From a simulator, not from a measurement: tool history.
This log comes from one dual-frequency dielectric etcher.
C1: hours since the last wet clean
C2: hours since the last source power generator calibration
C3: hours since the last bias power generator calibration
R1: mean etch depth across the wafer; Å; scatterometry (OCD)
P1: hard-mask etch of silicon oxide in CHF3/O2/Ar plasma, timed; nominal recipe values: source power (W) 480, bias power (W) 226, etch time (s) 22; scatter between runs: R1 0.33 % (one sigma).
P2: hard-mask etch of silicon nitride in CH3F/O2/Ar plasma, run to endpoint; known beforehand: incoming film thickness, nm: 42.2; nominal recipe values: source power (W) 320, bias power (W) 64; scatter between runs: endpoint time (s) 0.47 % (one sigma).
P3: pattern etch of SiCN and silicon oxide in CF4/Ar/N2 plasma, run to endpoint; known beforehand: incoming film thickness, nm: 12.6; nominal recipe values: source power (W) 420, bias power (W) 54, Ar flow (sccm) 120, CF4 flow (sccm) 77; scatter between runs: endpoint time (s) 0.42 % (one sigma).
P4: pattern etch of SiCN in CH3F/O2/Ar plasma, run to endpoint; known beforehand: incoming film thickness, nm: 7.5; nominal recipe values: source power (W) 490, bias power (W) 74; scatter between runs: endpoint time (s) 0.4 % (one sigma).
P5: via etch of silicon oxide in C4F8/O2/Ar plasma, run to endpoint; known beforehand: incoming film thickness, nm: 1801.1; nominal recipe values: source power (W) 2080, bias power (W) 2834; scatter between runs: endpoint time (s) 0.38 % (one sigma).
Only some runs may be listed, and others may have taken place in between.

run 1 day=0.375 | process_that_ran=P1 source_power_(W)=480 bias_power_(W)=226 etch_time_(s)=22 | C1=281.2 C2=1010.2 C3=1703 | R1=414.42
run 2 day=1.138 | process_that_ran=P3 source_power_(W)=420 bias_power_(W)=35 Ar_flow_(sccm)=120 CF4_flow_(sccm)=77 | C1=299.5 C2=1028.5 C3=1721.3 | endpoint_time_(s)=18.92
run 3 day=1.871 | process_that_ran=P1 source_power_(W)=480 bias_power_(W)=226 etch_time_(s)=22 | C1=317.1 C2=1046.1 C3=1738.9 | R1=414.02
run 4 day=2.492 | process_that_ran=P1 source_power_(W)=480 bias_power_(W)=226 etch_time_(s)=22 | C1=332 C2=1061 C3=1753.8 | R1=413.75
run 5 day=2.992 | process_that_ran=P4 source_power_(W)=340 bias_power_(W)=74 | C1=344 C2=1073 C3=1765.8 | endpoint_time_(s)=20.304
run 6 day=3.492 | process_that_ran=P5 source_power_(W)=1450 bias_power_(W)=2834 | C1=356 C2=1085 C3=1777.8 | endpoint_time_(s)=357.65
run 7 day=4.208 | process_that_ran=P3 source_power_(W)=420 bias_power_(W)=54 Ar_flow_(sccm)=120 CF4_flow_(sccm)=77 | C1=373.2 C2=1102.2 C3=1795 | endpoint_time_(s)=16.598
run 8 day=4.696 | process_that_ran=P3 source_power_(W)=530 bias_power_(W)=54 Ar_flow_(sccm)=120 CF4_flow_(sccm)=77 | C1=384.9 C2=1113.9 C3=1806.7 | endpoint_time_(s)=13.502
run 9 day=5.225 | process_that_ran=P3 source_power_(W)=420 bias_power_(W)=54 Ar_flow_(sccm)=120 CF4_flow_(sccm)=60 | C1=397.6 C2=1126.6 C3=1819.4 | endpoint_time_(s)=17.199
run 10 day=5.6 | process_that_ran=P2 source_power_(W)=430 bias_power_(W)=64 | C1=406.6 C2=1135.6 C3=1828.4 | endpoint_time_(s)=63.002
run 11 day=6.358 | process_that_ran=P1 source_power_(W)=480 bias_power_(W)=226 etch_time_(s)=22 | C1=424.8 C2=1153.8 C3=1846.6 | R1=415.67
run 12 day=7.104 | process_that_ran=P3 source_power_(W)=420 bias_power_(W)=54 Ar_flow_(sccm)=167 CF4_flow_(sccm)=77 | C1=442.7 C2=1171.7 C3=1864.5 | endpoint_time_(s)=17.717
run 13 day=7.871 | process_that_ran=P4 source_power_(W)=490 bias_power_(W)=74 | C1=461.1 C2=1190.1 C3=1882.9 | endpoint_time_(s)=17.724
run 14 day=8.438 | process_that_ran=P3 source_power_(W)=420 bias_power_(W)=54 Ar_flow_(sccm)=120 CF4_flow_(sccm)=77 | C1=474.7 C2=1203.7 C3=1896.5 | endpoint_time_(s)=16.696
run 15 day=8.942 | process_that_ran=P1 source_power_(W)=480 bias_power_(W)=226 etch_time_(s)=22 | C1=486.8 C2=1215.8 C3=1908.6 | R1=414
run 16 day=9.617 | process_that_ran=P5 source_power_(W)=2080 bias_power_(W)=2834 | C1=503 C2=1232 C3=1924.8 | endpoint_time_(s)=312.4
run 17 day=9.988 | process_that_ran=P4 source_power_(W)=490 bias_power_(W)=74 | C1=511.9 C2=1240.9 C3=1933.7 | endpoint_time_(s)=17.692
run 18 day=10.512 | process_that_ran=P1 source_power_(W)=480 bias_power_(W)=226 etch_time_(s)=22 | C1=524.5 C2=1253.5 C3=1946.3 | R1=413.43
run 19 day=11.238 | process_that_ran=P2 source_power_(W)=320 bias_power_(W)=78 | C1=541.9 C2=1270.9 C3=1963.7 | endpoint_time_(s)=66.229
run 20 day=11.871 | process_that_ran=P1 source_power_(W)=480 bias_power_(W)=226 etch_time_(s)=12 | C1=557.1 C2=1286.1 C3=1978.9 | R1=225.03
run 21 day=12.429 | process_that_ran=P1 source_power_(W)=680 bias_power_(W)=226 etch_time_(s)=22 | C1=570.5 C2=1299.5 C3=1992.3 | R1=473.36
run 22 day=12.779 | process_that_ran=P1 source_power_(W)=480 bias_power_(W)=182 etch_time_(s)=28.5 | C1=578.9 C2=1307.9 C3=2000.7 | R1=493.83
run 23 day=13.492 | process_that_ran=P1 source_power_(W)=480 bias_power_(W)=298 etch_time_(s)=22 | C1=596 C2=1325 C3=2017.8 | R1=456.7
run 24 day=14.129 | process_that_ran=P1 source_power_(W)=370 bias_power_(W)=226 etch_time_(s)=22 | C1=611.3 C2=1340.3 C3=2033.1 | R1=375.42
run 25 day=14.504 | process_that_ran=P4 source_power_(W)=490 bias_power_(W)=53 | C1=620.3 C2=1349.3 C3=2042.1 | endpoint_time_(s)=19.873
run 26 day=15.112 | process_that_ran=P5 source_power_(W)=2080 bias_power_(W)=1653 | C1=634.9 C2=1363.9 C3=2056.7 | endpoint_time_(s)=362.91
run 27 day=15.696 | process_that_ran=P2 source_power_(W)=320 bias_power_(W)=64 | C1=648.9 C2=1377.9 C3=2070.7 | endpoint_time_(s)=70.765
run 28 day=16.258 | process_that_ran=P1 source_power_(W)=480 bias_power_(W)=173 etch_time_(s)=22 | C1=662.4 C2=1391.4 C3=2084.2 | R1=377.04
run 29 day=16.954 | process_that_ran=P2 source_power_(W)=320 bias_power_(W)=64 | C1=679.1 C2=1408.1 C3=2100.9 | endpoint_time_(s)=69.963
run 30 day=17.325 | process_that_ran=P1 source_power_(W)=480 bias_power_(W)=226 etch_time_(s)=29 | C1=688 C2=1417 C3=2109.8 | R1=547.18
run 31 day=17.767 | process_that_ran=P1 source_power_(W)=480 bias_power_(W)=226 etch_time_(s)=22 | C1=698.6 C2=1427.6 C3=2120.4 | R1=413.75
run 32 day=18.246 | process_that_ran=P1 source_power_(W)=480 bias_power_(W)=226 etch_time_(s)=22 | C1=710.1 C2=1439.1 C3=2131.9 | R1=413.68
run 33 day=18.75 | process_that_ran=P1 source_power_(W)=480 bias_power_(W)=226 etch_time_(s)=22 | C1=722.2 C2=1451.2 C3=2144 | R1=415.36
run 34 day=19.204 | process_that_ran=P1 source_power_(W)=480 bias_power_(W)=226 etch_time_(s)=22 | C1=733.1 C2=1462.1 C3=2154.9 | R1=417.17

Run 35 comes next. What will it give?
run 35 day=19.588 | process_that_ran=P1 source_power_(W)=480 bias_power_(W)=226 etch_time_(s)=22 | C1=742.3 C2=1471.3 C3=2164.1 | R1=?

R1: 419.31 Å

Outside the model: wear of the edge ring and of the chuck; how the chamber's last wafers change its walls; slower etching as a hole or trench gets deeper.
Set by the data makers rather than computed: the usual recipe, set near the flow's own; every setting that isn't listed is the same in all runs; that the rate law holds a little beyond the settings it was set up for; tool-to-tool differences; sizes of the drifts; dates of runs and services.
